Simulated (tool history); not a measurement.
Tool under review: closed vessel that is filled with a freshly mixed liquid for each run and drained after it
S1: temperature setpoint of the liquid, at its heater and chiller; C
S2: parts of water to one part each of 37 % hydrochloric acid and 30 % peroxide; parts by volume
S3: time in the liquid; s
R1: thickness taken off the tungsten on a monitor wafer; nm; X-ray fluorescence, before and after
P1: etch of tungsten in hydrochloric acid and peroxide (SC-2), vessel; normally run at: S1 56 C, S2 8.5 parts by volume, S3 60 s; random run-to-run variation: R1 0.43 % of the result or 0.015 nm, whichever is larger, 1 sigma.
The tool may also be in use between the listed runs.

run,hour,S1,S2,S3,R1
1,8.9,56,8.5,60,21.851
2,16.5,70.5,8.5,60,53.491
3,22.9,56,8.5,60,21.845
4,34.1,56,8.5,60,21.992
5,45.5,71.5,4,60,99.28
6,53.8,56,8.5,110,40.239
7,65.7,56,4,60,38.352
8,78.7,56,11.5,90,25.272
9,87.3,56,8.5,60,21.67
10,99,56,15,60,13.453
11,105.6,44.5,5,60,15.208
# hour 108.5: chemicals flow meter replaced
12,115,56,8.5,60,21.926
13,125.4,56,8.5,30,10.881
14,132.8,42.5,8.5,60,8.8475
15,144.3,56,8.5,60,21.886

What will run 16 give?
16,154.7,56,8.5,60,?

R1: 22.547 nm
